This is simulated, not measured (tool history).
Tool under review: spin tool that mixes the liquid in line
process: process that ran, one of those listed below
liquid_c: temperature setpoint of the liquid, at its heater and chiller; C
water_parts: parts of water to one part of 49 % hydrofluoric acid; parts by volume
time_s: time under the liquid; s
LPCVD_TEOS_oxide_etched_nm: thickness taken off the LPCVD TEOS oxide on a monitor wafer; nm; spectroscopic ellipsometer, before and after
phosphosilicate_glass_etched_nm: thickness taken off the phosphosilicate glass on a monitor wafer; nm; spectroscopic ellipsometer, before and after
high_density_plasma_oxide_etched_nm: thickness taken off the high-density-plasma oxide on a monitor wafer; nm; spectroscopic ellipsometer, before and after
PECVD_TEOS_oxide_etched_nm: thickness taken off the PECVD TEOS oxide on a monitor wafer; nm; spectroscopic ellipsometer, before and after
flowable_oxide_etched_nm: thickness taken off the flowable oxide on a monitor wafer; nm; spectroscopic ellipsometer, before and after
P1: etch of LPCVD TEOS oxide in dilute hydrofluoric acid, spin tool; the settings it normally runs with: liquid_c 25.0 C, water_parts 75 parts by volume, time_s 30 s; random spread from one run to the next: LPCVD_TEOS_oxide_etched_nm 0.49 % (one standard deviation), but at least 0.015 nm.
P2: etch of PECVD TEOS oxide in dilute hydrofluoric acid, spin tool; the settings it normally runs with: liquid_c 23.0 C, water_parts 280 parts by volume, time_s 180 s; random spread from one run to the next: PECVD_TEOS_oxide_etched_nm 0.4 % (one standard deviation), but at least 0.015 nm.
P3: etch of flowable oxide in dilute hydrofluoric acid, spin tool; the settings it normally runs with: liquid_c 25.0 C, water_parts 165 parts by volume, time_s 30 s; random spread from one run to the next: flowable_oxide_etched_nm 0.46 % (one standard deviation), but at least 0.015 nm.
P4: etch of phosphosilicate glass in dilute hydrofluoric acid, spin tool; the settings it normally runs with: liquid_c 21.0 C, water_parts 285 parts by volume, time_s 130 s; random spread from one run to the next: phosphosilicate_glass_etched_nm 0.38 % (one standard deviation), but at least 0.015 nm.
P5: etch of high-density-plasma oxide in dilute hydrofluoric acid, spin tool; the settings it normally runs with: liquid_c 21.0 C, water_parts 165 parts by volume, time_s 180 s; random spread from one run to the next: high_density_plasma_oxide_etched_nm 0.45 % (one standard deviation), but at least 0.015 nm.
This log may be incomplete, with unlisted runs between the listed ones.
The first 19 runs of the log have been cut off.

run,hour,process,liquid_c,water_parts,time_s,hours since the thermometer was replaced,hours since the hydrofluoric acid flow meter was replaced,LPCVD_TEOS_oxide_etched_nm,phosphosilicate_glass_etched_nm,high_density_plasma_oxide_etched_nm,PECVD_TEOS_oxide_etched_nm,flowable_oxide_etched_nm
20,90.9,P5,17.0,165,180,184.8,383.8,,,7.1500,,
21,94.7,P2,23.0,280,180,188.6,387.6,,,,8.0033,
22,98.0,P5,21.0,165,180,191.9,390.9,,,8.4367,,
23,102.8,P1,30.5,75,15,196.7,395.7,10.8940,,,,
24,107.2,P2,23.0,280,285,201.1,400.1,,,,12.6850,
25,112.8,P1,25.0,75,30,206.7,405.7,17.7910,,,,
26,117.9,P3,29.5,165,30,211.8,410.8,,,,,6.4313
27,123.0,P1,31.5,75,30,216.9,415.9,22.6440,,,,
28,127.7,P5,21.0,165,180,221.6,420.6,,,8.3360,,
29,131.4,P4,21.0,285,130,225.3,424.3,,20.318,,,

Expected results for the next run?
30,134.6,P2,23.0,280,180,228.5,427.5,,,,?,

{"run 30": {"PECVD_TEOS_oxide_etched_nm": 7.9987}}

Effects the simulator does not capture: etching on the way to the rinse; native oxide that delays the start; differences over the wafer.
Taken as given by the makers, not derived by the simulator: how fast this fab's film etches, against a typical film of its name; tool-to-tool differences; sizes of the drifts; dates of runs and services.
